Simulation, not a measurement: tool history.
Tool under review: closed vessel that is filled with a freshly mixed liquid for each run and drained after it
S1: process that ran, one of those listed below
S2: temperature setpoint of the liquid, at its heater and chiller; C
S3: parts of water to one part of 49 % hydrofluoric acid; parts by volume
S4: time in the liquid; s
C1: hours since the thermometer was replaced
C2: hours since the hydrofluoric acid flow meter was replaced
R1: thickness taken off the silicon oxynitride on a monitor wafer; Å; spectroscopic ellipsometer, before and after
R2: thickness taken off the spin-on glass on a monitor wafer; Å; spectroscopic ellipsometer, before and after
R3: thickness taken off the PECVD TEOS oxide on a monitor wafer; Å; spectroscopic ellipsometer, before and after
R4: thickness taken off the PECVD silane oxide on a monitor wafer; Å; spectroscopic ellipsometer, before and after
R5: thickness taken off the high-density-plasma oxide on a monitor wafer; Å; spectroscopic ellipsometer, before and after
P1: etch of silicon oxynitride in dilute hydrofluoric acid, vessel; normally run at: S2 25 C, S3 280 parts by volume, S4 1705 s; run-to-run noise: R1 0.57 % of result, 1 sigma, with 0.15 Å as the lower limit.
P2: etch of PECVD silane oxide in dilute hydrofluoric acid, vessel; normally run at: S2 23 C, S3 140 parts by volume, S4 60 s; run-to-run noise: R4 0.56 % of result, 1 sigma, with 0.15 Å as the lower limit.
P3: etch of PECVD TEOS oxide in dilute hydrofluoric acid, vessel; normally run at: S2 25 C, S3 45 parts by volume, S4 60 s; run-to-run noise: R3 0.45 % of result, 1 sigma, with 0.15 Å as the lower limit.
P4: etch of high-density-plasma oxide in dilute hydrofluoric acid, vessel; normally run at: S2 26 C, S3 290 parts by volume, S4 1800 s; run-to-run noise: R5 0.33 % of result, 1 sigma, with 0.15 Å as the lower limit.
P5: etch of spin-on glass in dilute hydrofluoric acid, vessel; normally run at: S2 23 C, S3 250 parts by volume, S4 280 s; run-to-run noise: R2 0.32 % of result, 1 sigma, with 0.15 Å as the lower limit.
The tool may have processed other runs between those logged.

{"run": 1, "hour": 10.3, "S1": "P1", "S2": 25, "S3": 280, "S4": 1705, "C1": 806, "C2": 1056.5, "R1": 99.042}
{"run": 2, "hour": 19.0, "S1": "P5", "S2": 17, "S3": 250, "S4": 280, "C1": 814.7, "C2": 1065.2, "R2": 325.08}
{"run": 3, "hour": 30.9, "S1": "P1", "S2": 25, "S3": 280, "S4": 1705, "C1": 826.6, "C2": 1077.1, "R1": 100.23}
{"run": 4, "hour": 40.8, "S1": "P3", "S2": 25, "S3": 65, "S4": 60, "C1": 836.5, "C2": 1087, "R3": 219.48}
{"run": 5, "hour": 51.5, "S1": "P5", "S2": 23, "S3": 250, "S4": 280, "C1": 847.2, "C2": 1097.7, "R2": 409.67}
{"run": 6, "hour": 59.3, "S1": "P2", "S2": 23, "S3": 140, "S4": 110, "C1": 855, "C2": 1105.5, "R4": 367.88}
{"run": 7, "hour": 69.4, "S1": "P2", "S2": 17, "S3": 140, "S4": 60, "C1": 865.1, "C2": 1115.6, "R4": 157.42}
{"run": 8, "hour": 78.4, "S1": "P5", "S2": 23, "S3": 140, "S4": 280, "C1": 874.1, "C2": 1124.6, "R2": 818.26}
{"run": 9, "hour": 88.4, "S1": "P1", "S2": 25, "S3": 175, "S4": 2830, "C1": 884.1, "C2": 1134.6, "R1": 284.62}
{"run": 10, "hour": 99.3, "S1": "P3", "S2": 25, "S3": 45, "S4": 105, "C1": 895, "C2": 1145.5, "R3": 573.88}
{"run": 11, "hour": 107.3, "S1": "P1", "S2": 25, "S3": 280, "S4": 1705, "C1": 903, "C2": 1153.5, "R1": 99.033}
{"run": 12, "hour": 114.2, "S1": "P4", "S2": 26, "S3": 290, "S4": 1800, "C1": 909.9, "C2": 1160.4, "R5": 338.06}
{"run": 13, "hour": 125.8, "S1": "P2", "S2": 23, "S3": 225, "S4": 60, "C1": 921.5, "C2": 1172, "R4": 113.39}
{"run": 14, "hour": 133.8, "S1": "P3", "S2": 33.5, "S3": 45, "S4": 60, "C1": 929.5, "C2": 1180, "R3": 455.94}
{"run": 15, "hour": 139.6, "S1": "P5", "S2": 23, "S3": 250, "S4": 465, "C1": 935.3, "C2": 1185.8, "R2": 679.68}
{"run": 16, "hour": 148.5, "S1": "P4", "S2": 26, "S3": 510, "S4": 1800, "C1": 944.2, "C2": 1194.7, "R5": 156.04}
{"run": 17, "hour": 158.0, "S1": "P1", "S2": 25, "S3": 280, "S4": 695, "C1": 953.7, "C2": 1204.2, "R1": 40.45}
{"run": 18, "hour": 166.1, "S1": "P2", "S2": 23, "S3": 140, "S4": 60, "C1": 961.8, "C2": 1212.3, "R4": 200.83}
{"run": 19, "hour": 172.7, "S1": "P1", "S2": 25, "S3": 510, "S4": 1705, "C1": 968.4, "C2": 1218.9, "R1": 47.404}
{"run": 20, "hour": 179.0, "S1": "P1", "S2": 25, "S3": 280, "S4": 1705, "C1": 974.7, "C2": 1225.2, "R1": 98.663}
{"run": 21, "hour": 190.1, "S1": "P1", "S2": 20.5, "S3": 280, "S4": 1705, "C1": 985.8, "C2": 1236.3, "R1": 81.824}
{"run": 22, "hour": 200.4, "S1": "P1", "S2": 32, "S3": 280, "S4": 1705, "C1": 996.1, "C2": 1246.6, "R1": 132.27}
{"run": 23, "hour": 212.3, "S1": "P2", "S2": 23, "S3": 140, "S4": 60, "C1": 1008, "C2": 1258.5, "R4": 202.2}
{"run": 24, "hour": 221.8, "S1": "P4", "S2": 26, "S3": 290, "S4": 3505, "C1": 1017.5, "C2": 1268, "R5": 660.01}
{"run": 25, "hour": 229.2, "S1": "P1", "S2": 25, "S3": 280, "S4": 2870, "C1": 1024.9, "C2": 1275.4, "R1": 166.92}
{"run": 26, "hour": 238.3, "S1": "P1", "S2": 25, "S3": 280, "S4": 1705, "C1": 1034, "C2": 1284.5, "R1": 99.556}
{"run": 27, "hour": 244.0, "S1": "P3", "S2": 25, "S3": 45, "S4": 60, "C1": 1039.7, "C2": 1290.2, "R3": 324.76}
{"run": 28, "hour": 253.1, "S1": "P4", "S2": 31.5, "S3": 290, "S4": 1800, "C1": 1048.8, "C2": 1299.3, "R5": 404.89}
{"run": 29, "hour": 261.3, "S1": "P1", "S2": 25, "S3": 280, "S4": 1705, "C1": 1057, "C2": 1307.5, "R1": 98.481}
{"run": 30, "hour": 266.9, "S1": "P1", "S2": 25, "S3": 280, "S4": 1705, "C1": 1062.6, "C2": 1313.1, "R1": 99.582}
{"run": 31, "hour": 275.8, "S1": "P1", "S2": 25, "S3": 120, "S4": 1705, "C1": 1071.5, "C2": 1322, "R1": 260.49}
{"run": 32, "hour": 284.7, "S1": "P1", "S2": 25, "S3": 280, "S4": 1705, "C1": 1080.4, "C2": 1330.9, "R1": 99.712}
{"run": 33, "hour": 292.0, "S1": "P1", "S2": 25, "S3": 280, "S4": 1705, "C1": 1087.7, "C2": 1338.2, "R1": 97.674}
{"run": 34, "hour": 297.4, "S1": "P1", "S2": 25, "S3": 280, "S4": 1705, "C1": 1093.1, "C2": 1343.6, "R1": 97.051}
{"run": 35, "hour": 305.2, "S1": "P1", "S2": 25, "S3": 280, "S4": 1705, "C1": 1100.9, "C2": 1351.4, "R1": 95.43}
{"run": 36, "hour": 313.5, "S1": "P1", "S2": 25, "S3": 280, "S4": 1705, "C1": 1109.2, "C2": 1359.7, "R1": 94.312}
{"run": 37, "hour": 322.7, "S1": "P1", "S2": 25, "S3": 280, "S4": 1705, "C1": 1118.4, "C2": 1368.9, "R1": 93.621}
{"run": 38, "hour": 333.9, "S1": "P1", "S2": 25, "S3": 280, "S4": 1705, "C1": 1129.6, "C2": 1380.1, "R1": 93.213}
{"run": 39, "hour": 344.4, "S1": "P1", "S2": 25, "S3": 280, "S4": 1705, "C1": 1140.1, "C2": 1390.6, "R1": 92.532}
{"run": 40, "hour": 349.9, "S1": "P1", "S2": 25, "S3": 280, "S4": 1705, "C1": 1145.6, "C2": 1396.1, "R1": 92.813}
{"run": 41, "hour": 359.1, "S1": "P1", "S2": 25, "S3": 280, "S4": 1705, "C1": 1154.8, "C2": 1405.3, "R1": 91.925}
{"run": 42, "hour": 369.2, "S1": "P1", "S2": 25, "S3": 280, "S4": 1705, "C1": 1164.9, "C2": 1415.4, "R1": 92.309}
{"run": 43, "hour": 379.5, "S1": "P1", "S2": 25, "S3": 280, "S4": 1705, "C1": 1175.2, "C2": 1425.7, "R1": 92.408}

What P1 gives has crept off from where it sat before. The 2 causes that follow fit the log equally well, each at the size noted:
A: liquid colder than its thermometer reads (K) = 1.8
B: hydrofluoric acid flow below the setpoint (%) = 6.18
The drift started at roughly hour 284.7.

4 check runs are offered, one wafer each, their results left as question marks. Which one tells the causes apart?
{"run": "check 1", "hour": 389.8, "S1": "P2", "S2": 18, "S3": 140, "S4": 60, "R4": "?"}
{"run": "check 2", "hour": 389.8, "S1": "P5", "S2": 23, "S3": 150, "S4": 410, "R2": "?"}
{"run": "check 3", "hour": 389.8, "S1": "P3", "S2": 33, "S3": 45, "S4": 90, "R3": "?"}
{"run": "check 4", "hour": 389.8, "S1": "P4", "S2": 26, "S3": 510, "S4": 1800, "R5": "?"}

How each check would come out, cause by cause:
check=check_1 result=R4 if_A=152.04 if_B=152.22
check=check_2 result=R2 if_A=1033 if_B=1028.2
check=check_3 result=R3 if_A=626.33 if_B=627.07
check=check_4 result=R5 if_A=148.35 if_B=142.94
How far apart the two closest causes lie, in the result that separates them most: check 1 0.11 %; check 2 0.46 %; check 3 0.12 %; check 4 3.71 %
Of the check runs offered, only check 4 discriminates between the causes; the rest would read about the same regardless of which cause applies.

With check 4 done, the readings were: R5 143.03 Å. Identify which of the listed causes applies.

The correct cause is B, namely: hydrofluoric acid flow below the setpoint (%).

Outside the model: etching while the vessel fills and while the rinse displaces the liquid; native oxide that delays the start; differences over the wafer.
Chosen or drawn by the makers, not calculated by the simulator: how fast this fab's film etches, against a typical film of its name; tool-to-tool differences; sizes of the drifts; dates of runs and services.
